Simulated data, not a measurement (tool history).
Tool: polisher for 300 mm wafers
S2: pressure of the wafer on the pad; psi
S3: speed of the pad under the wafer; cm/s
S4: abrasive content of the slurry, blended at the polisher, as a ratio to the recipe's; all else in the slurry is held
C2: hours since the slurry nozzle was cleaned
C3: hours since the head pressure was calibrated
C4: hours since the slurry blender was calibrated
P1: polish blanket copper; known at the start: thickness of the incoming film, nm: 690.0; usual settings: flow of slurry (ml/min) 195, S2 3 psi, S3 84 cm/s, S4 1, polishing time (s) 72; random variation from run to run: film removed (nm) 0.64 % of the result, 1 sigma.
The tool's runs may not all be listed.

{"run": 1, "hour": 3.5, "flow of slurry (ml/min)": 195, "S2": 3, "S3": 84, "S4": 1, "polishing time (s)": 72, "wafers polished on this pad": 267, "C2": 374.2, "C3": 562.1, "C4": 118.5, "film removed (nm)": 200.49}
{"run": 2, "hour": 7.1, "flow of slurry (ml/min)": 195, "S2": 3, "S3": 84, "S4": 1, "polishing time (s)": 72, "wafers polished on this pad": 316, "C2": 377.8, "C3": 565.7, "C4": 122.1, "film removed (nm)": 197.72}
{"run": 3, "hour": 10.2, "flow of slurry (ml/min)": 195, "S2": 3, "S3": 84, "S4": 1, "polishing time (s)": 35, "wafers polished on this pad": 358, "C2": 380.9, "C3": 568.8, "C4": 125.2, "film removed (nm)": 96.706}
{"run": 4, "hour": 13.0, "flow of slurry (ml/min)": 195, "S2": 3, "S3": 84, "S4": 1, "polishing time (s)": 108, "wafers polished on this pad": 396, "C2": 383.7, "C3": 571.6, "C4": 128, "film removed (nm)": 293.96}
{"run": 5, "hour": 16.9, "flow of slurry (ml/min)": 195, "S2": 3, "S3": 84, "S4": 1.35, "polishing time (s)": 72, "wafers polished on this pad": 449, "C2": 387.6, "C3": 575.5, "C4": 131.9, "film removed (nm)": 212.93}
{"run": 6, "hour": 18.8, "flow of slurry (ml/min)": 195, "S2": 3, "S3": 132, "S4": 1, "polishing time (s)": 72, "wafers polished on this pad": 474, "C2": 389.5, "C3": 577.4, "C4": 133.8, "film removed (nm)": 313.36}
{"run": 7, "hour": 21.5, "flow of slurry (ml/min)": 115, "S2": 3, "S3": 84, "S4": 1, "polishing time (s)": 72, "wafers polished on this pad": 511, "C2": 392.2, "C3": 580.1, "C4": 136.5, "film removed (nm)": 179.23}
{"run": 8, "hour": 24.3, "flow of slurry (ml/min)": 250, "S2": 3, "S3": 84, "S4": 1, "polishing time (s)": 72, "wafers polished on this pad": 549, "C2": 395, "C3": 582.9, "C4": 139.3, "film removed (nm)": 203.01}
{"run": 9, "hour": 28.5, "flow of slurry (ml/min)": 195, "S2": 3, "S3": 46, "S4": 1, "polishing time (s)": 72, "wafers polished on this pad": 606, "C2": 399.2, "C3": 587.1, "C4": 143.5, "film removed (nm)": 107.88}
{"run": 10, "hour": 31.0, "flow of slurry (ml/min)": 285, "S2": 2.1, "S3": 84, "S4": 1, "polishing time (s)": 72, "wafers polished on this pad": 640, "C2": 401.7, "C3": 589.6, "C4": 146, "film removed (nm)": 143.81}
{"run": 11, "hour": 33.4, "flow of slurry (ml/min)": 195, "S2": 3, "S3": 84, "S4": 1, "polishing time (s)": 72, "wafers polished on this pad": 672, "C2": 404.1, "C3": 592, "C4": 148.4, "film removed (nm)": 199.88}
{"hour": 34.4, "done": "slurry nozzle cleaned"}
{"run": 12, "hour": 35.9, "flow of slurry (ml/min)": 195, "S2": 3, "S3": 84, "S4": 0.8, "polishing time (s)": 72, "wafers polished on this pad": 706, "C2": 1.5, "C3": 594.5, "C4": 150.9, "film removed (nm)": 190.4}
{"run": 13, "hour": 39.8, "flow of slurry (ml/min)": 195, "S2": 3, "S3": 84, "S4": 1, "polishing time (s)": 72, "wafers polished on this pad": 759, "C2": 5.4, "C3": 598.4, "C4": 154.8, "film removed (nm)": 196.83}
{"run": 14, "hour": 41.8, "flow of slurry (ml/min)": 195, "S2": 3, "S3": 84, "S4": 1, "polishing time (s)": 72, "wafers polished on this pad": 786, "C2": 7.4, "C3": 600.4, "C4": 156.8, "film removed (nm)": 200.26}
{"run": 15, "hour": 43.7, "flow of slurry (ml/min)": 195, "S2": 3, "S3": 84, "S4": 1, "polishing time (s)": 72, "wafers polished on this pad": 812, "C2": 9.3, "C3": 602.3, "C4": 158.7, "film removed (nm)": 199.83}
{"run": 16, "hour": 45.8, "flow of slurry (ml/min)": 195, "S2": 4, "S3": 84, "S4": 1, "polishing time (s)": 72, "wafers polished on this pad": 841, "C2": 11.4, "C3": 604.4, "C4": 160.8, "film removed (nm)": 263.74}
{"run": 17, "hour": 47.8, "flow of slurry (ml/min)": 195, "S2": 1.4, "S3": 84, "S4": 1, "polishing time (s)": 72, "wafers polished on this pad": 868, "C2": 13.4, "C3": 606.4, "C4": 162.8, "film removed (nm)": 92.086}
{"run": 18, "hour": 49.7, "flow of slurry (ml/min)": 195, "S2": 3, "S3": 84, "S4": 1, "polishing time (s)": 72, "wafers polished on this pad": 894, "C2": 15.3, "C3": 608.3, "C4": 164.7, "film removed (nm)": 197.62}
{"run": 19, "hour": 53.8, "flow of slurry (ml/min)": 195, "S2": 3, "S3": 84, "S4": 1, "polishing time (s)": 72, "wafers polished on this pad": 949, "C2": 19.4, "C3": 612.4, "C4": 168.8, "film removed (nm)": 193.48}
{"run": 20, "hour": 56.3, "flow of slurry (ml/min)": 195, "S2": 3, "S3": 84, "S4": 1, "polishing time (s)": 72, "wafers polished on this pad": 983, "C2": 21.9, "C3": 614.9, "C4": 171.3, "film removed (nm)": 191.26}
{"run": 21, "hour": 59.3, "flow of slurry (ml/min)": 195, "S2": 3, "S3": 84, "S4": 1, "polishing time (s)": 72, "wafers polished on this pad": 1024, "C2": 24.9, "C3": 617.9, "C4": 174.3, "film removed (nm)": 189.5}
{"hour": 60.6, "done": "worn pad replaced by a new one"}
{"run": 22, "hour": 62.4, "flow of slurry (ml/min)": 195, "S2": 3, "S3": 84, "S4": 1, "polishing time (s)": 72, "wafers polished on this pad": 25, "C2": 28, "C3": 621, "C4": 177.4, "film removed (nm)": 189.11}
{"run": 23, "hour": 64.3, "flow of slurry (ml/min)": 195, "S2": 3, "S3": 84, "S4": 1, "polishing time (s)": 72, "wafers polished on this pad": 50, "C2": 29.9, "C3": 622.9, "C4": 179.3, "film removed (nm)": 188.53}
{"hour": 65.1, "done": "slurry blender recalibrated"}
{"run": 24, "hour": 67.8, "flow of slurry (ml/min)": 195, "S2": 3, "S3": 84, "S4": 1, "polishing time (s)": 72, "wafers polished on this pad": 98, "C2": 33.4, "C3": 626.4, "C4": 2.8, "film removed (nm)": 188.02}
{"run": 25, "hour": 71.9, "flow of slurry (ml/min)": 195, "S2": 3, "S3": 84, "S4": 1, "polishing time (s)": 72, "wafers polished on this pad": 153, "C2": 37.5, "C3": 630.5, "C4": 6.9, "film removed (nm)": 187.15}
{"run": 26, "hour": 74.6, "flow of slurry (ml/min)": 195, "S2": 3, "S3": 84, "S4": 1, "polishing time (s)": 72, "wafers polished on this pad": 190, "C2": 40.2, "C3": 633.2, "C4": 9.6, "film removed (nm)": 189.11}

What P1 gives has crept away from where it was. These 2 causes fit the log equally well, each at the size given:
A: head's pressure below its setpoint, % = 5.16
B: slurry flow missing at the pad, % = 28.4
The creep began at about hour 49.7.
Why every other cause is out:
removal rate lost through wear of the pad, %: serviced at hour 60.6, which brought nothing back
abrasive missing from the slurry, %: serviced at hour 65.1, which brought nothing back

4 check runs are offered, each on 3 wafers whose results are averaged, their results left as question marks. Which one tells the causes apart?
{"run": "check 1", "hour": 77.3, "flow of slurry (ml/min)": 195, "S2": 1.4, "S3": 84, "S4": 1, "polishing time (s)": 72, "film removed (nm)": "?"}
{"run": "check 2", "hour": 77.3, "flow of slurry (ml/min)": 195, "S2": 3, "S3": 104, "S4": 1, "polishing time (s)": 72, "film removed (nm)": "?"}
{"run": "check 3", "hour": 77.3, "flow of slurry (ml/min)": 125, "S2": 3.7, "S3": 84, "S4": 1, "polishing time (s)": 72, "film removed (nm)": "?"}
{"run": "check 4", "hour": 77.3, "flow of slurry (ml/min)": 195, "S2": 3, "S3": 120, "S4": 1, "polishing time (s)": 72, "film removed (nm)": "?"}

What each check would give under each cause:
check=check_1 result=film_removed_(nm) if_A=87.493 if_B=87.502
check=check_2 result=film_removed_(nm) if_A=232.12 if_B=232.15
check=check_3 result=film_removed_(nm) if_A=214.68 if_B=209.11
check=check_4 result=film_removed_(nm) if_A=267.84 if_B=267.86
How far apart the two closest causes lie, in the result that separates them most: check 1 0.01 %; check 2 0.01 %; check 3 2.63 %; check 4 0.01 %
Only check 3 tells the causes apart: in the others they would give nearly the same result.

Then check 3 was run and gave: film removed (nm) 215.07. Which cause is it?

It is A: head's pressure below its setpoint, %.

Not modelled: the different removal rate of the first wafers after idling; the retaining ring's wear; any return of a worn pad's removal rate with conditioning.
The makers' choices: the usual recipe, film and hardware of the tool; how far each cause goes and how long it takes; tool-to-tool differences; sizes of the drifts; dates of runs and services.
